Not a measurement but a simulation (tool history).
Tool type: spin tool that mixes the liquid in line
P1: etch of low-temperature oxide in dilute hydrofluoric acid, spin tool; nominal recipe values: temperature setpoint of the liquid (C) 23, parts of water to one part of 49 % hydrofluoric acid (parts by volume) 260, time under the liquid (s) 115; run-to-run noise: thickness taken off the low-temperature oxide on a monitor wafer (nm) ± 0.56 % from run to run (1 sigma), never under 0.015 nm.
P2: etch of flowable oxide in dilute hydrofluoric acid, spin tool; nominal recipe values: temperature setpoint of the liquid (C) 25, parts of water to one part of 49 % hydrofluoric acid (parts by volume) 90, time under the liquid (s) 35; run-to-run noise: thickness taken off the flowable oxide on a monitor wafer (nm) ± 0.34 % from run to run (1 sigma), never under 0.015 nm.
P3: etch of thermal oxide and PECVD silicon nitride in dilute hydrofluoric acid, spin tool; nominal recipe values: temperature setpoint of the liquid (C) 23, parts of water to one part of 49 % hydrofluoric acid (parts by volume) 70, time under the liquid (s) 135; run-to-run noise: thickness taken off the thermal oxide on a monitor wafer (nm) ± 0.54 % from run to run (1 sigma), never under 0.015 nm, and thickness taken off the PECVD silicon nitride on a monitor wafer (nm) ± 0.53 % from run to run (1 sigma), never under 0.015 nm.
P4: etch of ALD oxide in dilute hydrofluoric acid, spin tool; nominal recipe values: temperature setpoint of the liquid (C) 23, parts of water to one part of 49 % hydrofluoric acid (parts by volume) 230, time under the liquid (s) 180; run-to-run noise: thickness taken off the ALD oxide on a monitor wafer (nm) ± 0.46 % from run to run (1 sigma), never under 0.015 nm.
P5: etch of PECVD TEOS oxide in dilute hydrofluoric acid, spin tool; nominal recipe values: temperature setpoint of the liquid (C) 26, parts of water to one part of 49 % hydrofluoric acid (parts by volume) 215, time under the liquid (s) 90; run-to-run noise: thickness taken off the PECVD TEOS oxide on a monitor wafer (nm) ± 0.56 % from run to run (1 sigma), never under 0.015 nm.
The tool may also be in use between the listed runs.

run   hour  process that ran  temperature setpoint of the liquid (C)  parts of water to one part of 49 % hydrofluoric acid (parts by volume)  time under the liquid (s)  hours since the thermometer was replaced  hours since the hydrofluoric acid flow meter was replaced  thickness taken off the low-temperature oxide on a monitor wafer (nm)  thickness taken off the ALD oxide on a monitor wafer (nm)  thickness taken off the thermal oxide on a monitor wafer (nm)  thickness taken off the PECVD silicon nitride on a monitor wafer (nm)  thickness taken off the PECVD TEOS oxide on a monitor wafer (nm)  thickness taken off the flowable oxide on a monitor wafer (nm)
  1    6.3                P1                                      23                                                                     260                        115                                     327.1                                                      179.6                                                                 10.774
  2   15.7                P4                                      23                                                                     230                         50                                     336.5                                                        189                                                                                                                            3.7956
  3   22.3                P1                                      27                                                                     260                        115                                     343.1                                                      195.6                                                                 12.285
  4   35.6                P3                                      23                                                                      70                        255                                     356.4                                                      208.9                                                                                                                                                                                            15.73                                                                 18.997
  5   43.2                P3                                      23                                                                      70                        135                                       364                                                      216.5                                                                                                                                                                                           8.4714                                                                 10.109
  6   56.9                P3                                      23                                                                     120                        135                                     377.7                                                      230.2                                                                                                                                                                                           4.6039                                                                 5.9467
  7   66.2                P5                                      26                                                                     215                         15                                       387                                                      239.5                                                                                                                                                                                                                                                                                                                                   0.79643
  8   79.7                P5                                    30.5                                                                     215                         90                                     400.5                                                        253                                                                                                                                                                                                                                                                                                                                    5.6978
  9   90.9                P3                                      23                                                                      70                        135                                     411.7                                                      264.2                                                                                                                                                                                           8.3939                                                                 10.135
 10  102.8                P2                                      25                                                                      90                         35                                     423.6                                                      276.1                                                                                                                                                                                                                                                                                                                                                                                                    9.1903
 11  116.4                P5                                      26                                                                     215                         90                                     437.2                                                      289.7                                                                                                                                                                                                                                                                                                                                    4.8369
 12  123.3                P1                                      23                                                                     475                        115                                     444.1                                                      296.6                                                                 4.8402
 13  132.8                P4                                      23                                                                     230                        180                                     453.6                                                      306.1                                                                                                                            13.685
 14  142.8                P4                                      17                                                                     230                        180                                     463.6                                                      316.1                                                                                                                            10.994
 15  152.9                P2                                      19                                                                      90                         35                                     473.7                                                      326.2                                                                                                                                                                                                                                                                                                                                                                                                    7.1894
 16  166.7                P1                                      17                                                                     260                        115                                     487.5                                                        340                                                                 8.6082
 17  176.7                P5                                      26                                                                     390                         90                                     497.5                                                        350                                                                                                                                                                                                                                                                                                                                    2.2418
 18  182.9                P1                                      23                                                                     115                        115                                     503.7                                                      356.2                                                                 28.294
 19  196.8                P1                                      23                                                                     260                        115                                     517.6                                                      370.1                                                                 10.838
 20  203.3                P1                                      23                                                                     260                        230                                     524.1                                                      376.6                                                                 21.403
 21  212.4                P2                                      25                                                                      90                         15                                     533.2                                                      385.7                                                                                                                                                                                                                                                                                                                                                                                                    3.9663
 22  219.4                P1                                      23                                                                     260                        115                                     540.2                                                      392.7                                                                 10.845
 23  229.3                P1                                    30.5                                                                     260                         70                                     550.1                                                      402.6                                                                 8.4399
 24  241.2                P4                                      23                                                                     230                        180                                       562                                                      414.5                                                                                                                            13.907
 25  251.3                P1                                      23                                                                     260                        115                                     572.1                                                      424.6                                                                 10.721
 26  261.3                P1                                      23                                                                     390                        175                                     582.1                                                      434.6                                                                 9.5925
 27    271                P1                                      27                                                                     430                        115                                     591.8                                                      444.3                                                                 6.3041
 28  284.6                P1                                      23                                                                     260                         15                                     605.4                                                      457.9                                                                 1.4178
 29    295                P2                                      25                                                                     160                         35                                     615.8                                                      468.3                                                                                                                                                                                                                                                                                                                                                                                                    4.7926
 30  304.2                P1                                      23                                                                     260                        115                                       625                                                      477.5                                                                 10.711
 31  313.6                P1                                      23                                                                     260                        115                                     634.4                                                      486.9                                                                 10.772
 32  323.9                P3                                    29.5                                                                      70                        135                                     644.7                                                      497.2                                                                                                                                                                                            10.77                                                                 15.349
 33  333.4                P5                                      26                                                                     215                         90                                     654.2                                                      506.7                                                                                                                                                                                                                                                                                                                                    4.8048
 34  339.8                P4                                      23                                                                     385                        180                                     660.6                                                      513.1                                                                                                                             7.071
 35    346                P1                                      23                                                                     260                        115                                     666.8                                                      519.3                                                                 10.791
 36    359                P1                                      23                                                                     260                        115                                     679.8                                                      532.3                                                                 10.437
 37  369.2                P1                                      23                                                                     260                        115                                       690                                                      542.5                                                                 10.217
 38  376.9                P1                                      23                                                                     260                        115                                     697.7                                                      550.2                                                                 10.135
 39  386.3                P1                                      23                                                                     260                        115                                     707.1                                                      559.6                                                                 10.085
 40  396.9                P1                                      23                                                                     260                        115                                     717.7                                                      570.2                                                                 9.9118
 41  409.7                P1                                      23                                                                     260                        115                                     730.5                                                        583                                                                  9.872
 42  421.7                P1                                      23                                                                     260                        115                                     742.5                                                        595                                                                 9.8277
 43  428.8                P1                                      23                                                                     260                        115                                     749.6                                                      602.1                                                                 9.9023
 44  439.3                P1                                      23                                                                     260                        115                                     760.1                                                      612.6                                                                 9.9905
 45  452.1                P1                                      23                                                                     260                        115                                     772.9                                                      625.4                                                                 9.7099

Something has made what P1 gives creep away from where it was; the 2 causes below, each at its own stated size, fit the log equally well:
A: liquid colder than its thermometer reads (K) = 2.39
B: hydrofluoric acid flow below the setpoint (%) = 6.66
The drift started at roughly hour 346.

The check runs listed below each take one wafer, and their results are still question marks. Under which run would the listed causes lead to clearly different results?
check 1  464.9                P4                                      23                                                                     380                         60                                                                                                                                                                                                                                      ?
check 2  464.9                P2                                      25                                                                     150                         35                                                                                                                                                                                                                                                                                                                                                                                                                                                                                                              ?
check 3  464.9                P3                                      23                                                                      70                        185                                                                                                                                                                                                                                                                                                     ?                                                                      ?
check 4  464.9                P5                                      26                                                                     290                         55                                                                                                                                                                                                                                                                                                                                                                                                                                              ?

How each check would come out, cause by cause:
  check                                                                 result    if A    if B
check 1              thickness taken off the ALD oxide on a monitor wafer (nm)  2.2218  2.1973
check 2         thickness taken off the flowable oxide on a monitor wafer (nm)  4.6845  4.7326
check 3          thickness taken off the thermal oxide on a monitor wafer (nm)  10.407  10.655
check 3  thickness taken off the PECVD silicon nitride on a monitor wafer (nm)  11.746  12.913
check 4       thickness taken off the PECVD TEOS oxide on a monitor wafer (nm)  1.8747  1.8612
Distance between the nearest two causes, measured in the result of the check that separates them most: check 1 1.11 %; check 2 1.02 %; check 3 9.48 %; check 4 0.72 %
Only in check 3 would the causes give clearly different results; in the remaining checks their results would be nearly the same.

Check 3 was then run and gave: thickness taken off the thermal oxide on a monitor wafer (nm) 10.69; thickness taken off the PECVD silicon nitride on a monitor wafer (nm) 12.87. Which cause is it?

The correct cause is B, namely: hydrofluoric acid flow below the setpoint (%).
